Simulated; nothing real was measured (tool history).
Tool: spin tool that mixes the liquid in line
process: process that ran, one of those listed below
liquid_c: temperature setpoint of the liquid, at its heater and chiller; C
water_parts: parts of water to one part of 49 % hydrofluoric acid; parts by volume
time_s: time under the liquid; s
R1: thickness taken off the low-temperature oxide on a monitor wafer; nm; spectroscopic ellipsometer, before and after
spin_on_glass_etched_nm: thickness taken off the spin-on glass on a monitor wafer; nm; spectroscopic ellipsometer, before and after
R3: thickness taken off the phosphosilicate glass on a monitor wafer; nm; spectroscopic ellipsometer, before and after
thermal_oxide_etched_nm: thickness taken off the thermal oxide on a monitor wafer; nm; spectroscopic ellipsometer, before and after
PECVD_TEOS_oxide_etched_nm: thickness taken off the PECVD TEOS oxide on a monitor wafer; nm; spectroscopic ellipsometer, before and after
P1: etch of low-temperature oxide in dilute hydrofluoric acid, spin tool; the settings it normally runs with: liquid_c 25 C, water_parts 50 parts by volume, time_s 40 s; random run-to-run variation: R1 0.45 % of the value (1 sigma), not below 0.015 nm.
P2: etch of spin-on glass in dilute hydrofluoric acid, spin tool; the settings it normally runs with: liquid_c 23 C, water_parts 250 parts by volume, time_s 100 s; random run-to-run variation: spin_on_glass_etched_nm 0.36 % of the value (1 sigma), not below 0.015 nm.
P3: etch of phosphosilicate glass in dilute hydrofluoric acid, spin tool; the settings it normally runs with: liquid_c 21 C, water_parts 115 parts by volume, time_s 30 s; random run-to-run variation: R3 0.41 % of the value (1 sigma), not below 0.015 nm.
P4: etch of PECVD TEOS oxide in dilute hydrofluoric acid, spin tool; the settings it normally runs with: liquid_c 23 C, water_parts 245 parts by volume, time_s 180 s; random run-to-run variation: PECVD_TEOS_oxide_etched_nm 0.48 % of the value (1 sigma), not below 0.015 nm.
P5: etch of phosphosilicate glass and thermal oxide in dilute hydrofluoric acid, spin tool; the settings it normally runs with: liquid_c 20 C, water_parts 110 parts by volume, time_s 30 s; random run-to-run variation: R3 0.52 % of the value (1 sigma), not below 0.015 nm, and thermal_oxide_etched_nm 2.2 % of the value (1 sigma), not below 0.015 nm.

{"run": 1, "hour": 13.8, "process": "P1", "liquid_c": 25, "water_parts": 50, "time_s": 40, "R1": 22.651}
{"run": 2, "hour": 27.2, "process": "P1", "liquid_c": 25, "water_parts": 50, "time_s": 65, "R1": 36.881}
{"run": 3, "hour": 43.1, "process": "P2", "liquid_c": 30, "water_parts": 250, "time_s": 100, "spin_on_glass_etched_nm": 27.968}
{"run": 4, "hour": 53.9, "process": "P1", "liquid_c": 18.5, "water_parts": 50, "time_s": 40, "R1": 17.33}
{"run": 5, "hour": 65.1, "process": "P1", "liquid_c": 25, "water_parts": 75, "time_s": 40, "R1": 14.619}
{"run": 6, "hour": 73.7, "process": "P5", "liquid_c": 20, "water_parts": 110, "time_s": 15, "R3": 21.153, "thermal_oxide_etched_nm": 0.58891}
{"run": 7, "hour": 86.5, "process": "P2", "liquid_c": 23, "water_parts": 425, "time_s": 100, "spin_on_glass_etched_nm": 10.939}
{"run": 8, "hour": 94.7, "process": "P1", "liquid_c": 25, "water_parts": 50, "time_s": 40, "R1": 22.737}
{"run": 9, "hour": 111.0, "process": "P1", "liquid_c": 25, "water_parts": 50, "time_s": 40, "R1": 22.809}
{"run": 10, "hour": 123.3, "process": "P3", "liquid_c": 21, "water_parts": 50, "time_s": 30, "R3": 33.407}
{"run": 11, "hour": 133.0, "process": "P4", "liquid_c": 23, "water_parts": 80, "time_s": 180, "PECVD_TEOS_oxide_etched_nm": 34.88}
{"run": 12, "hour": 142.0, "process": "P3", "liquid_c": 21, "water_parts": 115, "time_s": 15, "R3": 6.7209}
{"run": 13, "hour": 153.6, "process": "P1", "liquid_c": 25, "water_parts": 50, "time_s": 40, "R1": 22.951}
{"run": 14, "hour": 165.9, "process": "P3", "liquid_c": 25, "water_parts": 115, "time_s": 30, "R3": 15.717}
{"run": 15, "hour": 177.8, "process": "P1", "liquid_c": 25, "water_parts": 50, "time_s": 15, "R1": 8.4627}
{"run": 16, "hour": 195.6, "process": "P1", "liquid_c": 28.5, "water_parts": 50, "time_s": 40, "R1": 26.129}
{"run": 17, "hour": 207.7, "process": "P1", "liquid_c": 25, "water_parts": 25, "time_s": 40, "R1": 46.87}
{"run": 18, "hour": 224.7, "process": "P2", "liquid_c": 23, "water_parts": 250, "time_s": 15, "spin_on_glass_etched_nm": 3.2773}
{"run": 19, "hour": 239.0, "process": "P3", "liquid_c": 21, "water_parts": 115, "time_s": 30, "R3": 13.336}
{"run": 20, "hour": 253.8, "process": "P1", "liquid_c": 25, "water_parts": 50, "time_s": 40, "R1": 22.675}
{"run": 21, "hour": 271.6, "process": "P5", "liquid_c": 17, "water_parts": 110, "time_s": 30, "R3": 37.285, "thermal_oxide_etched_nm": 0.96612}
{"run": 22, "hour": 281.7, "process": "P1", "liquid_c": 25, "water_parts": 50, "time_s": 40, "R1": 22.76}
{"run": 23, "hour": 299.4, "process": "P4", "liquid_c": 23, "water_parts": 245, "time_s": 180, "PECVD_TEOS_oxide_etched_nm": 9.446}
{"run": 24, "hour": 308.3, "process": "P2", "liquid_c": 23, "water_parts": 250, "time_s": 100, "spin_on_glass_etched_nm": 21.958}
{"run": 25, "hour": 324.4, "process": "P4", "liquid_c": 17, "water_parts": 245, "time_s": 180, "PECVD_TEOS_oxide_etched_nm": 7.4582}
{"run": 26, "hour": 337.8, "process": "P5", "liquid_c": 20, "water_parts": 180, "time_s": 30, "R3": 23.897, "thermal_oxide_etched_nm": 0.67825}
{"run": 27, "hour": 355.5, "process": "P1", "liquid_c": 29, "water_parts": 50, "time_s": 65, "R1": 43.259}
{"run": 28, "hour": 373.0, "process": "P1", "liquid_c": 19.5, "water_parts": 50, "time_s": 80, "R1": 36.099}
{"run": 29, "hour": 383.7, "process": "P5", "liquid_c": 20, "water_parts": 110, "time_s": 30, "R3": 41.838, "thermal_oxide_etched_nm": 1.1892}
{"run": 30, "hour": 393.7, "process": "P1", "liquid_c": 29, "water_parts": 50, "time_s": 15, "R1": 9.9699}
{"run": 31, "hour": 411.4, "process": "P1", "liquid_c": 25, "water_parts": 50, "time_s": 40, "R1": 22.635}
{"run": 32, "hour": 420.0, "process": "P4", "liquid_c": 23, "water_parts": 245, "time_s": 355, "PECVD_TEOS_oxide_etched_nm": 18.702}
{"run": 33, "hour": 430.1, "process": "P1", "liquid_c": 25, "water_parts": 50, "time_s": 40, "R1": 22.694}
{"run": 34, "hour": 439.2, "process": "P1", "liquid_c": 25, "water_parts": 50, "time_s": 40, "R1": 23.453}
{"run": 35, "hour": 453.9, "process": "P1", "liquid_c": 25, "water_parts": 50, "time_s": 40, "R1": 24.207}
{"run": 36, "hour": 470.3, "process": "P1", "liquid_c": 25, "water_parts": 50, "time_s": 40, "R1": 24.548}
{"run": 37, "hour": 480.6, "process": "P1", "liquid_c": 25, "water_parts": 50, "time_s": 40, "R1": 24.615}
{"run": 38, "hour": 493.9, "process": "P1", "liquid_c": 25, "water_parts": 50, "time_s": 40, "R1": 24.7}
{"run": 39, "hour": 507.8, "process": "P1", "liquid_c": 25, "water_parts": 50, "time_s": 40, "R1": 24.807}

The output of P1 has drifted from where it used to be. Each of the 2 causes below, taken at the size shown beside it, accounts for the log equally well:
A: hydrofluoric acid flow above the setpoint (%) = 8.64
B: liquid hotter than its thermometer reads (K) = 2.19
Onset of the creep was near hour 430.1.

Below are 4 check runs, each averaged over 2 wafers, with their results shown as question marks. Which of them would give clearly different results depending on which cause is behind the drift?
{"run": "check 1", "hour": 521.7, "process": "P2", "liquid_c": 23, "water_parts": 415, "time_s": 20, "spin_on_glass_etched_nm": "?"}
{"run": "check 2", "hour": 521.7, "process": "P5", "liquid_c": 17, "water_parts": 110, "time_s": 30, "R3": "?", "thermal_oxide_etched_nm": "?"}
{"run": "check 3", "hour": 521.7, "process": "P4", "liquid_c": 17, "water_parts": 85, "time_s": 180, "PECVD_TEOS_oxide_etched_nm": "?"}
{"run": "check 4", "hour": 521.7, "process": "P3", "liquid_c": 21, "water_parts": 75, "time_s": 30, "R3": "?"}

How each check would come out, cause by cause:
check=check_1 result=spin_on_glass_etched_nm if_A=2.5325 if_B=2.4318
check=check_2 result=R3 if_A=40.7 if_B=40.66
check=check_2 result=thermal_oxide_etched_nm if_A=1.1044 if_B=1.1033
check=check_3 result=PECVD_TEOS_oxide_etched_nm if_A=27.845 if_B=27.907
check=check_4 result=R3 if_A=23.653 if_B=23.651
Smallest distance between any two causes, each pair judged by its most separating result, in per cent: check 1 4.06 %; check 2 0.1 %; check 3 0.22 %; check 4 0.01 %
Check 1 tells the causes apart: in the others they would give nearly the same result.

Then check 1 was run and gave: spin_on_glass_etched_nm 2.4557 nm. Which cause is it?

Of the candidate causes, it is B: liquid hotter than its thermometer reads (K).

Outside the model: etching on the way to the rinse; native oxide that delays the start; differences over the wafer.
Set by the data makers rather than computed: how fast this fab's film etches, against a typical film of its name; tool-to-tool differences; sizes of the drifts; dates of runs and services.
